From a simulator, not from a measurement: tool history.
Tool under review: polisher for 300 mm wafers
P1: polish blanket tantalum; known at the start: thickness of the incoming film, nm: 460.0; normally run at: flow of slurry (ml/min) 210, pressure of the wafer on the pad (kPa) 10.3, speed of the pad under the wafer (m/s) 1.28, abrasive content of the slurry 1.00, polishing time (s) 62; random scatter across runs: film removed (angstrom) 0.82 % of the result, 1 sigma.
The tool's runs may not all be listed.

run	hour	flow of slurry (ml/min)	pressure of the wafer on the pad (kPa)	speed of the pad under the wafer (m/s)	abrasive content of the slurry	polishing time (s)	film removed (angstrom)
1	3.9	210	10.3	1.28	1.00	62	896.90
2	7.2	210	10.3	1.28	1.00	62	890.97
3	12.8	210	10.3	1.28	1.35	62	958.07
4	16.4	125	10.3	1.28	1.00	62	813.94
5	21.1	210	10.3	1.28	1.00	62	894.22
# hour 24.7: slurry nozzle cleaned
6	24.8	210	10.3	1.28	1.00	94	1332.60
7	27.9	210	10.3	1.94	1.00	62	1345.00
8	30.8	210	10.3	1.28	1.00	62	885.89
9	34.2	210	10.3	1.28	1.00	62	888.33
10	39.4	330	10.3	1.28	1.00	62	924.71
11	43.0	210	10.3	1.28	1.00	62	877.16
12	47.6	210	10.3	1.28	1.00	37	530.02
# hour 49.3: slurry blender recalibrated
13	52.3	210	10.3	1.28	1.00	62	887.68
14	56.1	210	7.6	1.28	1.00	62	653.03
15	59.9	210	13.8	1.28	1.00	62	1178.00
16	63.8	210	10.3	0.66	1.00	62	466.96
17	68.0	210	10.3	1.28	0.55	62	729.28
18	71.5	125	13.8	1.28	1.00	62	1101.20
19	74.5	210	10.3	0.92	1.40	62	690.81
20	79.6	210	10.3	1.28	1.00	62	886.88

Run 21 comes next. What will it give?
21	85.2	210	10.3	1.28	1.00	62	?

{"run 21": {"film removed (angstrom)": 856.32}}
